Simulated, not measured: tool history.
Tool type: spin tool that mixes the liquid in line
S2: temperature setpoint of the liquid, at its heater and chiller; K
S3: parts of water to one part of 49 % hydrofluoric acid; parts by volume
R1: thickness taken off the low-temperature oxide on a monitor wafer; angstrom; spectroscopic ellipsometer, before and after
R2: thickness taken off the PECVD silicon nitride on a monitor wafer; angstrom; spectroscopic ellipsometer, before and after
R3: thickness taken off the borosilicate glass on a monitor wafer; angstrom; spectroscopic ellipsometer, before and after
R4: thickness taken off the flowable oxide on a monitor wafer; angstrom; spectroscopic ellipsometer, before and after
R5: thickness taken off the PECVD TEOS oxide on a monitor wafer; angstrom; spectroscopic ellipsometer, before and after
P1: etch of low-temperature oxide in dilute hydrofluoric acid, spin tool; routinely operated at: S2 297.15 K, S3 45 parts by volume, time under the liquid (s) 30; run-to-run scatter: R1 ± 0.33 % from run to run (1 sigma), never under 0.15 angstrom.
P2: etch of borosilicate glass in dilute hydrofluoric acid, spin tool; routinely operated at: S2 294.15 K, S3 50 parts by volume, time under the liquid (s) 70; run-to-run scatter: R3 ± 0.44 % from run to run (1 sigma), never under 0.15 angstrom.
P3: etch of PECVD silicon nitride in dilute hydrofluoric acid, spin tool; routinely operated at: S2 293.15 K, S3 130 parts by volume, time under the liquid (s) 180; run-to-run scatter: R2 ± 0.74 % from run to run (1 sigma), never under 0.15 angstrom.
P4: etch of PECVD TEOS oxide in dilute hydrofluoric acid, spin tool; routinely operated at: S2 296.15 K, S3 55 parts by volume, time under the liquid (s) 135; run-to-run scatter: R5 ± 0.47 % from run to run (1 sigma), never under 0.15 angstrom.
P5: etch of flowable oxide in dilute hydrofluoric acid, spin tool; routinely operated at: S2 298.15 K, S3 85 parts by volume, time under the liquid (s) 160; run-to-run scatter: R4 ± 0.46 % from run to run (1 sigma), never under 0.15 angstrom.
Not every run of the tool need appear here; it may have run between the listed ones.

Run 1, hour 16.0: process that ran P1, S2 297.15 K, S3 45 parts by volume, time under the liquid (s) 30. Result: R1 135.020 angstrom.
Run 2, hour 31.6: process that ran P3, S2 296.65 K, S3 130 parts by volume, time under the liquid (s) 180. Result: R2 39.959 angstrom.
Run 3, hour 40.0: process that ran P2, S2 294.15 K, S3 50 parts by volume, time under the liquid (s) 70. Result: R3 529.69 angstrom.
Run 4, hour 54.6: process that ran P1, S2 302.65 K, S3 45 parts by volume, time under the liquid (s) 30. Result: R1 168.870 angstrom.
Run 5, hour 67.7: process that ran P2, S2 290.15 K, S3 50 parts by volume, time under the liquid (s) 70. Result: R3 450.30 angstrom.
Run 6, hour 78.6: process that ran P2, S2 294.15 K, S3 20 parts by volume, time under the liquid (s) 70. Result: R3 1394.10 angstrom.
Run 7, hour 92.0: process that ran P1, S2 297.15 K, S3 45 parts by volume, time under the liquid (s) 30. Result: R1 134.700 angstrom.
Run 8, hour 101.6: process that ran P1, S2 297.15 K, S3 65 parts by volume, time under the liquid (s) 30. Result: R1 90.484 angstrom.
Run 9, hour 115.0: process that ran P1, S2 297.15 K, S3 45 parts by volume, time under the liquid (s) 30. Result: R1 134.010 angstrom.
Run 10, hour 124.1: process that ran P5, S2 298.15 K, S3 140 parts by volume, time under the liquid (s) 160. Result: R4 242.88 angstrom.
Run 11, hour 134.0: process that ran P5, S2 302.65 K, S3 85 parts by volume, time under the liquid (s) 160. Result: R4 511.27 angstrom.
Run 12, hour 147.3: process that ran P5, S2 298.15 K, S3 85 parts by volume, time under the liquid (s) 60. Result: R4 160.09 angstrom.
Run 13, hour 156.1: process that ran P3, S2 293.15 K, S3 130 parts by volume, time under the liquid (s) 95. Result: R2 16.742 angstrom.
Run 14, hour 166.7: process that ran P1, S2 297.15 K, S3 45 parts by volume, time under the liquid (s) 60. Result: R1 269.550 angstrom.
Run 15, hour 174.2: process that ran P4, S2 296.15 K, S3 55 parts by volume, time under the liquid (s) 135. Result: R5 400.140 angstrom.
Run 16, hour 183.1: process that ran P5, S2 298.15 K, S3 85 parts by volume, time under the liquid (s) 160. Result: R4 425.28 angstrom.
Run 17, hour 192.2: process that ran P4, S2 291.15 K, S3 55 parts by volume, time under the liquid (s) 135. Result: R5 323.760 angstrom.
Run 18, hour 206.6: process that ran P2, S2 294.15 K, S3 50 parts by volume, time under the liquid (s) 120. Result: R3 915.58 angstrom.
Run 19, hour 220.3: process that ran P1, S2 297.15 K, S3 45 parts by volume, time under the liquid (s) 30. Result: R1 134.300 angstrom.
Run 20, hour 234.4: process that ran P1, S2 302.65 K, S3 45 parts by volume, time under the liquid (s) 60. Result: R1 334.490 angstrom.
Run 21, hour 246.4: process that ran P1, S2 297.15 K, S3 25 parts by volume, time under the liquid (s) 30. Result: R1 247.410 angstrom.
Run 22, hour 262.9: process that ran P2, S2 294.15 K, S3 50 parts by volume, time under the liquid (s) 70. Result: R3 533.02 angstrom.
Run 23, hour 273.9: process that ran P5, S2 298.15 K, S3 85 parts by volume, time under the liquid (s) 160. Result: R4 428.92 angstrom.
Run 24, hour 288.8: process that ran P3, S2 293.15 K, S3 200 parts by volume, time under the liquid (s) 180. Result: R2 20.867 angstrom.
Run 25, hour 301.7: process that ran P3, S2 293.15 K, S3 130 parts by volume, time under the liquid (s) 180. Result: R2 31.528 angstrom.
Run 26, hour 313.6: process that ran P1, S2 297.15 K, S3 45 parts by volume, time under the liquid (s) 30. Result: R1 134.220 angstrom.
Run 27, hour 327.9: process that ran P4, S2 296.15 K, S3 55 parts by volume, time under the liquid (s) 25. Result: R5 74.574 angstrom.
Run 28, hour 342.2: process that ran P1, S2 290.15 K, S3 45 parts by volume, time under the liquid (s) 30. Result: R1 99.894 angstrom.
Run 29, hour 350.6: process that ran P4, S2 296.15 K, S3 20 parts by volume, time under the liquid (s) 135. Result: R5 1151.000 angstrom.
Run 30, hour 366.8: process that ran P1, S2 297.15 K, S3 45 parts by volume, time under the liquid (s) 15. Result: R1 67.582 angstrom.
Run 31, hour 379.3: process that ran P1, S2 293.15 K, S3 45 parts by volume, time under the liquid (s) 15. Result: R1 57.136 angstrom.
Run 32, hour 393.4: process that ran P1, S2 297.15 K, S3 30 parts by volume, time under the liquid (s) 50. Result: R1 343.640 angstrom.
Run 33, hour 401.7: process that ran P1, S2 297.15 K, S3 45 parts by volume, time under the liquid (s) 30. Result: R1 134.490 angstrom.
Run 34, hour 413.2: process that ran P1, S2 297.15 K, S3 45 parts by volume, time under the liquid (s) 30. Result: R1 138.580 angstrom.
Run 35, hour 428.6: process that ran P1, S2 297.15 K, S3 45 parts by volume, time under the liquid (s) 30. Result: R1 142.200 angstrom.
Run 36, hour 444.7: process that ran P1, S2 297.15 K, S3 45 parts by volume, time under the liquid (s) 30. Result: R1 144.230 angstrom.
Run 37, hour 455.2: process that ran P1, S2 297.15 K, S3 45 parts by volume, time under the liquid (s) 30. Result: R1 146.060 angstrom.
Run 38, hour 466.8: process that ran P1, S2 297.15 K, S3 45 parts by volume, time under the liquid (s) 30. Result: R1 146.570 angstrom.
Run 39, hour 479.9: process that ran P1, S2 297.15 K, S3 45 parts by volume, time under the liquid (s) 30. Result: R1 146.920 angstrom.
Run 40, hour 493.9: process that ran P1, S2 297.15 K, S3 45 parts by volume, time under the liquid (s) 30. Result: R1 147.170 angstrom.
Run 41, hour 509.0: process that ran P1, S2 297.15 K, S3 45 parts by volume, time under the liquid (s) 30. Result: R1 148.380 angstrom.
Run 42, hour 523.8: process that ran P1, S2 297.15 K, S3 45 parts by volume, time under the liquid (s) 30. Result: R1 148.390 angstrom.
Run 43, hour 537.2: process that ran P1, S2 297.15 K, S3 45 parts by volume, time under the liquid (s) 30. Result: R1 147.830 angstrom.
Run 44, hour 544.8: process that ran P1, S2 297.15 K, S3 45 parts by volume, time under the liquid (s) 30. Result: R1 148.640 angstrom.

What P1 gives has crept off from where it sat before. The 2 causes that follow fit the log equally well, each at the size noted:
A: hydrofluoric acid flow above the setpoint (%) = 9.53
B: liquid hotter than its thermometer reads (K) = 2.36
Onset of the creep was near hour 401.7.

Question marks stand in for the results of the 4 check runs listed below, each run on one wafer. Under which run would the listed causes show clearly different results?
Run check 1, hour 552.4: process that ran P4, S2 296.15 K, S3 55 parts by volume, time under the liquid (s) 135. Result: R5 ?.
Run check 2, hour 552.4: process that ran P3, S2 293.15 K, S3 130 parts by volume, time under the liquid (s) 180. Result: R2 ?.
Run check 3, hour 552.4: process that ran P5, S2 298.15 K, S3 85 parts by volume, time under the liquid (s) 160. Result: R4 ?.
Run check 4, hour 552.4: process that ran P2, S2 294.15 K, S3 50 parts by volume, time under the liquid (s) 70. Result: R3 ?.

If the cause were each of the candidates in turn, the checks would give the following:
  check  result     if A     if B
check 1      R5  440.290  439.980
check 2      R2   34.784   37.250
check 3      R4   472.69   468.96
check 4      R3   588.96   590.22
Minimum pairwise separation of causes per check, each pair taken at its best-separating result: check 1 0.07 %; check 2 6.85 %; check 3 0.79 %; check 4 0.21 %
The other checks would show nearly matching results whichever cause is true, so check 2 is the only one that separates the causes.

Then check 2 was run and gave: R2 34.447 angstrom. Which cause is it?

A is the cause: hydrofluoric acid flow above the setpoint (%).
